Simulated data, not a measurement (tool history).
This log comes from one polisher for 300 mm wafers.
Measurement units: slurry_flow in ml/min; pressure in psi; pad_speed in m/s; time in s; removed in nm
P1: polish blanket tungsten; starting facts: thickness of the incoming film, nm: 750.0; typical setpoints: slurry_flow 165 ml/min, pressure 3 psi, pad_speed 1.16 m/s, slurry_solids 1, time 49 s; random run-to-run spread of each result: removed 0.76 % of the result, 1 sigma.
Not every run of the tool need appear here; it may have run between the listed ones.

| run | hour | slurry_flow | pressure | pad_speed | slurry_solids | time | removed |
|---|---|---|---|---|---|---|---|
| 1 | 9.5 | 165 | 3 | 1.16 | 1 | 49 | 248.8 |
| 2 | 16.4 | 165 | 3 | 1.16 | 1 | 49 | 248.77 |
| 3 | 25.4 | 165 | 3 | 1.16 | 1 | 76 | 378.12 |
| 4 | 35.3 | 165 | 3 | 1.82 | 1 | 49 | 392.22 |
| 5 | 47.8 | 165 | 3 | 1.16 | 1 | 49 | 246.5 |
| 6 | 59.5 | 165 | 4.5 | 1.16 | 1 | 49 | 375.72 |
| 7 | 66.8 | 165 | 3 | 1.16 | 1 | 49 | 245.89 |
| 8 | 77.8 | 165 | 3 | 1.16 | 1.3 | 49 | 265.52 |
| 9 | 89.4 | 165 | 3 | 1.16 | 1 | 49 | 250.73 |
| 10 | 96.3 | 165 | 3 | 0.74 | 1 | 49 | 157.64 |
| 11 | 105.7 | 165 | 3 | 1.16 | 1 | 26 | 130.44 |
| 12 | 118 | 165 | 4.1 | 1.64 | 1 | 49 | 480.27 |
|  | 124.5 | slurry tank refilled with fresh slurry and peroxide |
| 13 | 124.5 | 245 | 3 | 1.16 | 1 | 49 | 264.82 |
| 14 | 134.4 | 165 | 3 | 1.16 | 0.8 | 49 | 234.75 |
| 15 | 141.7 | 100 | 3 | 1.16 | 1 | 49 | 223.57 |
| 16 | 150.6 | 165 | 1.9 | 1.16 | 1 | 49 | 157.38 |
| 17 | 162.9 | 165 | 4.4 | 1.16 | 1 | 38 | 279.32 |
| 18 | 169.7 | 165 | 3 | 1.16 | 1 | 49 | 249.88 |
| 19 | 176.4 | 165 | 3 | 1.16 | 1 | 49 | 238.37 |
| 20 | 181.9 | 165 | 3 | 1.16 | 1 | 49 | 234.82 |
| 21 | 190 | 165 | 3 | 1.16 | 1 | 49 | 227.81 |
|  | 192 | worn pad replaced by a new one |
|  | 193.5 | head pressure recalibrated |
|  | 196.1 | slurry blender recalibrated |
| 22 | 198 | 165 | 3 | 1.16 | 1 | 49 | 229.1 |
| 23 | 204.1 | 165 | 3 | 1.16 | 1 | 49 | 227.46 |
| 24 | 210.3 | 165 | 3 | 1.16 | 1 | 49 | 224.37 |
| 25 | 217.4 | 165 | 3 | 1.16 | 1 | 49 | 228.07 |

What P1 gives has crept away from where it was. These 2 causes fit the log equally well, each at the size given:
A: peroxide lost from the slurry, % = 21.1
B: slurry flow missing at the pad, % = 37.5
Onset of the creep was near hour 169.7.
What rules out each remaining cause:
removal rate lost through wear of the pad, %: maintenance at hour 192, after the shift began, did not return the process to its former output
head's pressure below its setpoint, %: maintenance at hour 193.5, after the shift began, did not return the process to its former output
abrasive missing from the slurry, %: maintenance at hour 196.1, after the shift began, did not return the process to its former output

Consider the 4 check runs below, whose results appear as question marks and each of which averages 2 wafers. Which one distinguishes the causes, in that each cause would give it a clearly different result?
| check 1 | 224.5 | 165 | 3 | 1.16 | 1 | 27 | ? |
| check 2 | 224.5 | 165 | 3 | 1.16 | 0.8 | 63 | ? |
| check 3 | 224.5 | 100 | 3 | 1.16 | 1 | 72 | ? |
| check 4 | 224.5 | 165 | 3 | 1.66 | 1.2 | 49 | ? |

Expected result of each check under each candidate cause:
| check | result | if A | if B |
|---|---|---|---|
| check 1 | removed | 124.76 | 124.76 |
| check 2 | removed | 276.31 | 276.31 |
| check 3 | removed | 301 | 285.98 |
| check 4 | removed | 338.42 | 338.42 |
Distance between the nearest two causes, measured in the result of the check that separates them most: check 1 0 %; check 2 0 %; check 3 5.12 %; check 4 0 %
Only check 3 tells the causes apart: in the others they would give nearly the same result.

After running check 3, the following was obtained: removed 301.83 nm. Which cause does this point to?

The cause is A: peroxide lost from the slurry, %.

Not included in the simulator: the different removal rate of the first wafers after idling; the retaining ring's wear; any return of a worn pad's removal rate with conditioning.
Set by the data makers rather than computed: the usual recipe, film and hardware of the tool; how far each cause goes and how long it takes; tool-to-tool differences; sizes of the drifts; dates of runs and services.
